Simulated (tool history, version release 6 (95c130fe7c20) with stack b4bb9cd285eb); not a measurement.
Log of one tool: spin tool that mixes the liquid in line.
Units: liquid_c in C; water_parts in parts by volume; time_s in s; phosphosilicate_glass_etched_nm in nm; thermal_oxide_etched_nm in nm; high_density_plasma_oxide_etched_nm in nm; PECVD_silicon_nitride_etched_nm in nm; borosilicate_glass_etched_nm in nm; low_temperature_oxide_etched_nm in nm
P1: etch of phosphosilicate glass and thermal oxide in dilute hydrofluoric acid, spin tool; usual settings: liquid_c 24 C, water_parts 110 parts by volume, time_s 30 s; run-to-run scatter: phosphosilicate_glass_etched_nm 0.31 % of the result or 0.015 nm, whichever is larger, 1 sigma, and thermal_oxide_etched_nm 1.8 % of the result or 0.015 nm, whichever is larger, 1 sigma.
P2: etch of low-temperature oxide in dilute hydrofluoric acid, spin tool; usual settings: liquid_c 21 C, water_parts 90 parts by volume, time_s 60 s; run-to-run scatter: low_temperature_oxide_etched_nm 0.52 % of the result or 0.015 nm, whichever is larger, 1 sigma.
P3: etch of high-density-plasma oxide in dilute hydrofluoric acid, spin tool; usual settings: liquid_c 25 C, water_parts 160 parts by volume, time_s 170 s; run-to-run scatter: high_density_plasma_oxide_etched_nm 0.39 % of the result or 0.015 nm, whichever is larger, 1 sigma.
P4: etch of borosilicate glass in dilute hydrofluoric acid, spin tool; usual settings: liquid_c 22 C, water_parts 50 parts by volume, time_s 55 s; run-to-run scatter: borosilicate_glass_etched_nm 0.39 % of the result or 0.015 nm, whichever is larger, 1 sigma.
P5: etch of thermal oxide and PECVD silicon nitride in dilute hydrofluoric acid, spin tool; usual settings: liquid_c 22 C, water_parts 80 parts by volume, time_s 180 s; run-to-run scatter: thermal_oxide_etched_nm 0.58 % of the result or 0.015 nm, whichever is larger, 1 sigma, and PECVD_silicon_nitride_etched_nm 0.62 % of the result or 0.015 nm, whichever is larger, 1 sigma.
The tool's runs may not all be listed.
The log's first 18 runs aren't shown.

run   hour  process  liquid_c  water_parts  time_s  hours since the thermometer was replaced  hours since the hydrofluoric acid flow meter was replaced  phosphosilicate_glass_etched_nm  thermal_oxide_etched_nm  high_density_plasma_oxide_etched_nm  PECVD_silicon_nitride_etched_nm  borosilicate_glass_etched_nm  low_temperature_oxide_etched_nm
 19  139.3       P2        21          165      60                                     429.3                                                      588.6                                                                                                                                                                                         8.7685
 20  145.4       P5      29.5           80     180                                     435.4                                                      594.7                                                    13.667                                                                7.9963
 21  153.1       P2        25           90      60                                     443.1                                                      602.4                                                                                                                                                                                          20.68
 22  161.5       P1        24           55      30                                     451.5                                                      610.8                           78.929                   2.7997
 23  168.3       P3        25          160      40                                     458.3                                                      617.6                                                                                         1.6391
 24  174.9       P4        22           50      55                                     464.9                                                      624.2                                                                                                                                                        34.541
 25  179.6       P1        24          110      15                                     469.6                                                      628.9                           18.452                  0.67913
 26  186.5       P1        24          110      50                                     476.5                                                      635.8                           61.721                   2.1577
 27  191.4       P1        24          110      30                                     481.4                                                      640.7                           37.013                   1.3778
 28  199.1       P4      27.5           50      55                                     489.1                                                      648.4                                                                                                                                                         43.41
 29  207.4       P4        22           50      55                                     497.4                                                      656.7                                                                                                                                                        34.842
 30  212.2       P2        21           90      60                                     502.2                                                      661.5                                                                                                                                                                                         17.553
 31  222.3       P1      30.5          110      30                                     512.3                                                      671.6                           47.388                   1.7359
 32  229.7       P1        24          110      30                                     519.7                                                        679                            36.68                   1.3545
 33  235.1       P1        24          110      30                                     525.1                                                      684.4                           37.469                   1.3266
 34  243.2       P1        24          110      30                                     533.2                                                      692.5                           38.073                   1.3717
 35  248.1       P1        24          110      30                                     538.1                                                      697.4                           38.322                    1.376
 36  253.6       P1        24          110      30                                     543.6                                                      702.9                           38.559                   1.3605

Forecast run 37:
 37  260.9       P1        24          110      30                                     550.9                                                      710.2                                ?                        ?

Run 37 gave phosphosilicate_glass_etched_nm 38.928 nm, thermal_oxide_etched_nm 1.4239 nm.
